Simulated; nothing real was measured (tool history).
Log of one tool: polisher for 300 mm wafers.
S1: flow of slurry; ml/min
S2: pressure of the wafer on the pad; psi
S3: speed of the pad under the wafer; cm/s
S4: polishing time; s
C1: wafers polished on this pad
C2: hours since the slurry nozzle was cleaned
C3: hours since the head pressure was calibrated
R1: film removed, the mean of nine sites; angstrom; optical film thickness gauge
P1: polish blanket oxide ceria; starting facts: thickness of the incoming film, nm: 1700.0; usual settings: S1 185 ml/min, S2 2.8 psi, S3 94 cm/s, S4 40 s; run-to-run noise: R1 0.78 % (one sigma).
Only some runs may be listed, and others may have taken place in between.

{"run": 1, "hour": 3.5, "S1": 185, "S2": 2.8, "S3": 94, "S4": 40, "C1": 959, "C2": 495.6, "C3": 229.7, "R1": 1444.8}
{"run": 2, "hour": 5.8, "S1": 185, "S2": 2.8, "S3": 94, "S4": 40, "C1": 979, "C2": 497.9, "C3": 232, "R1": 1455.4}
{"run": 3, "hour": 9.1, "S1": 185, "S2": 2.8, "S3": 148, "S4": 40, "C1": 1009, "C2": 501.2, "C3": 235.3, "R1": 2264.4}
{"run": 4, "hour": 12.5, "S1": 110, "S2": 2.8, "S3": 94, "S4": 40, "C1": 1039, "C2": 504.6, "C3": 238.7, "R1": 1307.7}
{"run": 5, "hour": 16.0, "S1": 270, "S2": 2.8, "S3": 94, "S4": 40, "C1": 1070, "C2": 508.1, "C3": 242.2, "R1": 1509.3}
{"run": 6, "hour": 19.9, "S1": 185, "S2": 3.5, "S3": 94, "S4": 57, "C1": 1105, "C2": 512, "C3": 246.1, "R1": 2557.8}
{"run": 7, "hour": 23.6, "S1": 185, "S2": 2.8, "S3": 94, "S4": 40, "C1": 1138, "C2": 515.7, "C3": 249.8, "R1": 1432.7}
{"run": 8, "hour": 25.9, "S1": 185, "S2": 2.8, "S3": 94, "S4": 28, "C1": 1159, "C2": 518, "C3": 252.1, "R1": 1017.2}
{"run": 9, "hour": 29.3, "S1": 185, "S2": 2.8, "S3": 94, "S4": 61, "C1": 1189, "C2": 521.4, "C3": 255.5, "R1": 2210.9}
{"run": 10, "hour": 33.0, "S1": 185, "S2": 2.8, "S3": 44, "S4": 40, "C1": 1222, "C2": 525.1, "C3": 259.2, "R1": 674.29}
{"run": 11, "hour": 37.6, "S1": 185, "S2": 2, "S3": 94, "S4": 40, "C1": 1263, "C2": 529.7, "C3": 263.8, "R1": 1038.2}
{"run": 12, "hour": 41.9, "S1": 185, "S2": 4.4, "S3": 94, "S4": 40, "C1": 1302, "C2": 534, "C3": 268.1, "R1": 2269.1}
{"run": 13, "hour": 44.4, "S1": 185, "S2": 2.8, "S3": 94, "S4": 40, "C1": 1324, "C2": 536.5, "C3": 270.6, "R1": 1437.9}
{"run": 14, "hour": 46.6, "S1": 185, "S2": 2.8, "S3": 94, "S4": 40, "C1": 1344, "C2": 538.7, "C3": 272.8, "R1": 1414.2}
{"run": 15, "hour": 49.6, "S1": 185, "S2": 2.8, "S3": 94, "S4": 40, "C1": 1371, "C2": 541.7, "C3": 275.8, "R1": 1471.5}

What will run 16 give?
{"run": 16, "hour": 54.3, "S1": 185, "S2": 2.8, "S3": 94, "S4": 40, "C1": 1413, "C2": 546.4, "C3": 280.5, "R1": "?"}

R1: 1434.6 angstrom

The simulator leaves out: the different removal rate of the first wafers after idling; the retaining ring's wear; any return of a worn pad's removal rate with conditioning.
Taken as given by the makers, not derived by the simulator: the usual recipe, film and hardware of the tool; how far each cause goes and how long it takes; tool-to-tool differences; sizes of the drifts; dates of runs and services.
